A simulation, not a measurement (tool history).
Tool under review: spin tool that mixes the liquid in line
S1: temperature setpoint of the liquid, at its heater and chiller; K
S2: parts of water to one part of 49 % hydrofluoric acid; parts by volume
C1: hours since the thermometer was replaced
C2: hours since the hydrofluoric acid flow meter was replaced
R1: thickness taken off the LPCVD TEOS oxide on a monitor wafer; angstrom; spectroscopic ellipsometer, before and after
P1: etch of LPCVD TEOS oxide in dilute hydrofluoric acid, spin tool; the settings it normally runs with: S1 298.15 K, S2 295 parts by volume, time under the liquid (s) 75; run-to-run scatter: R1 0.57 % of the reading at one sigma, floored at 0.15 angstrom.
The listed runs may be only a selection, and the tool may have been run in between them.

{"run": 1, "hour": 8.3, "S1": 298.15, "S2": 295, "time under the liquid (s)": 75, "C1": 746.9, "C2": 753.6, "R1": 54.481}
{"run": 2, "hour": 15.2, "S1": 298.15, "S2": 445, "time under the liquid (s)": 75, "C1": 753.8, "C2": 760.5, "R1": 31.5}
{"run": 3, "hour": 25.8, "S1": 298.15, "S2": 295, "time under the liquid (s)": 75, "C1": 764.4, "C2": 771.1, "R1": 54.666}
{"run": 4, "hour": 32.3, "S1": 305.15, "S2": 295, "time under the liquid (s)": 135, "C1": 770.9, "C2": 777.6, "R1": 123.44}
{"run": 5, "hour": 42.3, "S1": 303.65, "S2": 295, "time under the liquid (s)": 75, "C1": 780.9, "C2": 787.6, "R1": 65.476}
{"run": 6, "hour": 55.0, "S1": 298.15, "S2": 50, "time under the liquid (s)": 75, "C1": 793.6, "C2": 800.3, "R1": 426.64}
{"run": 7, "hour": 64.7, "S1": 298.15, "S2": 295, "time under the liquid (s)": 30, "C1": 803.3, "C2": 810, "R1": 21.942}
{"run": 8, "hour": 71.9, "S1": 294.65, "S2": 485, "time under the liquid (s)": 75, "C1": 810.5, "C2": 817.2, "R1": 24.973}
{"run": 9, "hour": 80.1, "S1": 290.15, "S2": 295, "time under the liquid (s)": 75, "C1": 818.7, "C2": 825.4, "R1": 41.035}
{"run": 10, "hour": 88.2, "S1": 298.15, "S2": 295, "time under the liquid (s)": 75, "C1": 826.8, "C2": 833.5, "R1": 55}
{"run": 11, "hour": 94.4, "S1": 298.15, "S2": 295, "time under the liquid (s)": 145, "C1": 833, "C2": 839.7, "R1": 104.62}
{"run": 12, "hour": 107.8, "S1": 298.15, "S2": 295, "time under the liquid (s)": 75, "C1": 846.4, "C2": 853.1, "R1": 55.221}
{"run": 13, "hour": 120.8, "S1": 303.65, "S2": 155, "time under the liquid (s)": 75, "C1": 859.4, "C2": 866.1, "R1": 148.67}
{"run": 14, "hour": 131.1, "S1": 298.15, "S2": 295, "time under the liquid (s)": 75, "C1": 869.7, "C2": 876.4, "R1": 55.137}
{"run": 15, "hour": 143.5, "S1": 298.15, "S2": 295, "time under the liquid (s)": 75, "C1": 882.1, "C2": 888.8, "R1": 56.785}
{"run": 16, "hour": 152.1, "S1": 298.15, "S2": 295, "time under the liquid (s)": 75, "C1": 890.7, "C2": 897.4, "R1": 57.721}
{"run": 17, "hour": 165.3, "S1": 298.15, "S2": 295, "time under the liquid (s)": 75, "C1": 903.9, "C2": 910.6, "R1": 58.604}
{"run": 18, "hour": 177.7, "S1": 298.15, "S2": 295, "time under the liquid (s)": 75, "C1": 916.3, "C2": 923, "R1": 59.105}
{"run": 19, "hour": 186.3, "S1": 298.15, "S2": 295, "time under the liquid (s)": 75, "C1": 924.9, "C2": 931.6, "R1": 59.469}
{"run": 20, "hour": 194.2, "S1": 298.15, "S2": 295, "time under the liquid (s)": 75, "C1": 932.8, "C2": 939.5, "R1": 59.436}
{"run": 21, "hour": 208.1, "S1": 298.15, "S2": 295, "time under the liquid (s)": 75, "C1": 946.7, "C2": 953.4, "R1": 59.41}
{"run": 22, "hour": 218.2, "S1": 298.15, "S2": 295, "time under the liquid (s)": 75, "C1": 956.8, "C2": 963.5, "R1": 59.517}

Run 23 has not been measured yet. What should we expect?
{"run": 23, "hour": 232.3, "S1": 298.15, "S2": 295, "time under the liquid (s)": 75, "C1": 970.9, "C2": 977.6, "R1": "?"}

Run 23 yielded R1 59.854 angstrom.

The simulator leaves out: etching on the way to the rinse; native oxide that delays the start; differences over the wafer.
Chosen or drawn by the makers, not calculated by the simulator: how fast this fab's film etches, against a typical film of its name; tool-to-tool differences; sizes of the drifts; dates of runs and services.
